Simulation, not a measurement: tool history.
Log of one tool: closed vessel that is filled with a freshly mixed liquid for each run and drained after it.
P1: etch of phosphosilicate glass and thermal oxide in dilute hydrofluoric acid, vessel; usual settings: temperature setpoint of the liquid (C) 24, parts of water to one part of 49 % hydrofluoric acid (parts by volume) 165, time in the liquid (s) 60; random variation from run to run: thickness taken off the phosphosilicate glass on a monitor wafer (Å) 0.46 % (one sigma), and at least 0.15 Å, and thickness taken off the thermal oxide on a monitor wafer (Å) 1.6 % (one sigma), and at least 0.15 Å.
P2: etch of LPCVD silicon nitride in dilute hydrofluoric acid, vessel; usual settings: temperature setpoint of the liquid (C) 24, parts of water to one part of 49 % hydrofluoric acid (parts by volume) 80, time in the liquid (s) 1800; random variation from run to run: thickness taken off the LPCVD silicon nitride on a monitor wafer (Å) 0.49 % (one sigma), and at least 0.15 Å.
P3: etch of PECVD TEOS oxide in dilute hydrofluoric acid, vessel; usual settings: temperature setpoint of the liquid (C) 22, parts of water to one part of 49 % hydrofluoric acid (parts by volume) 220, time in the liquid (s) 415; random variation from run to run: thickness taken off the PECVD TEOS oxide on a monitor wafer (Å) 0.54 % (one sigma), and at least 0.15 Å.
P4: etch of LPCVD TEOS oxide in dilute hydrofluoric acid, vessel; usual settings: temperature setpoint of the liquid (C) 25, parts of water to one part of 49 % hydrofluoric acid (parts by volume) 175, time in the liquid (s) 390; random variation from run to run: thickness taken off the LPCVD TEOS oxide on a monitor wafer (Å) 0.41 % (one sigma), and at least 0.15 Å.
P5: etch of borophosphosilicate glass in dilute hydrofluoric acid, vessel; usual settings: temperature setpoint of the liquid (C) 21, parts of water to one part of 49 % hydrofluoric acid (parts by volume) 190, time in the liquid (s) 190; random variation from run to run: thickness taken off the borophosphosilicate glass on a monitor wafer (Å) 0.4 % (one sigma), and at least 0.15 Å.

| run | day | process that ran | temperature setpoint of the liquid (C) | parts of water to one part of 49 % hydrofluoric acid (parts by volume) | time in the liquid (s) | thickness taken off the phosphosilicate glass on a monitor wafer (Å) | thickness taken off the thermal oxide on a monitor wafer (Å) | thickness taken off the LPCVD TEOS oxide on a monitor wafer (Å) | thickness taken off the PECVD TEOS oxide on a monitor wafer (Å) | thickness taken off the LPCVD silicon nitride on a monitor wafer (Å) | thickness taken off the borophosphosilicate glass on a monitor wafer (Å) |
|---|---|---|---|---|---|---|---|---|---|---|---|
| 1 | 0.196 | P1 | 24 | 165 | 60 | 377.56 | 16.84 |  |  |  |  |
| 2 | 0.496 | P1 | 24 | 275 | 85 | 285.66 | 12.966 |  |  |  |  |
| 3 | 0.825 | P4 | 19.5 | 175 | 390 |  |  | 294.36 |  |  |  |
| 4 | 1.221 | P3 | 22 | 220 | 415 |  |  |  | 247.15 |  |  |
| 5 | 1.6 | P3 | 27 | 220 | 415 |  |  |  | 294.33 |  |  |
| 6 | 1.854 | P2 | 24 | 140 | 1800 |  |  |  |  | 61.357 |  |
| 7 | 2.146 | P1 | 24 | 165 | 60 | 378.48 | 16.81 |  |  |  |  |
| 8 | 2.417 | P1 | 32.5 | 165 | 60 | 513.22 | 22.958 |  |  |  |  |
| 9 | 2.838 | P4 | 25 | 175 | 390 |  |  | 359.65 |  |  |  |
| 10 | 3.117 | P1 | 19 | 165 | 105 | 544.7 | 23.926 |  |  |  |  |
| 11 | 3.492 | P4 | 25 | 175 | 750 |  |  | 692.15 |  |  |  |
| 12 | 3.792 | P2 | 24 | 80 | 1800 |  |  |  |  | 106.53 |  |
| 13 | 4.212 | P3 | 22 | 310 | 415 |  |  |  | 160.45 |  |  |
| 14 | 4.575 | P1 | 24 | 265 | 60 | 210.34 | 9.1917 |  |  |  |  |
| 15 | 4.967 | P4 | 25 | 175 | 390 |  |  | 361.3 |  |  |  |
| 16 | 5.204 | P5 | 21 | 190 | 190 |  |  |  |  |  | 264.05 |
| 17 | 5.404 | P5 | 17 | 190 | 190 |  |  |  |  |  | 225.87 |
| 18 | 5.733 | P1 | 24 | 165 | 60 | 375.3 | 16.746 |  |  |  |  |
| 19 | 6.129 | P2 | 18 | 80 | 1800 |  |  |  |  | 69.906 |  |
| 20 | 6.579 | P2 | 24 | 80 | 615 |  |  |  |  | 36.153 |  |
| 21 | 6.967 | P1 | 24 | 165 | 30 | 187.64 | 8.7274 |  |  |  |  |
| 22 | 7.229 | P1 | 19.5 | 165 | 60 | 318.58 | 14.182 |  |  |  |  |
| 23 | 7.662 | P1 | 24 | 165 | 60 | 377.7 | 16.286 |  |  |  |  |
| 24 | 7.896 | P1 | 24 | 90 | 60 | 758.19 | 33.09 |  |  |  |  |
| 25 | 8.158 | P5 | 21 | 330 | 190 |  |  |  |  |  | 134.16 |
| 26 | 8.367 | P4 | 25 | 265 | 390 |  |  | 216.69 |  |  |  |
| 27 | 8.692 | P5 | 21 | 190 | 355 |  |  |  |  |  | 489.97 |
| 28 | 9.042 | P1 | 24 | 165 | 100 | 627.4 | 27.312 |  |  |  |  |
| 29 | 9.379 | P3 | 22 | 220 | 30 |  |  |  | 17.953 |  |  |
| 30 | 9.633 | P1 | 24 | 165 | 60 | 378.23 | 16.541 |  |  |  |  |
| 31 | 9.829 | P1 | 24 | 165 | 60 | 376.3 | 16.784 |  |  |  |  |

The next listed run, before its measurement:
| 32 | 10.058 | P1 | 24 | 165 | 60 | ? | ? |  |  |  |  |

Run 32 gave thickness taken off the phosphosilicate glass on a monitor wafer (Å) 384.48, thickness taken off the thermal oxide on a monitor wafer (Å) 16.86.
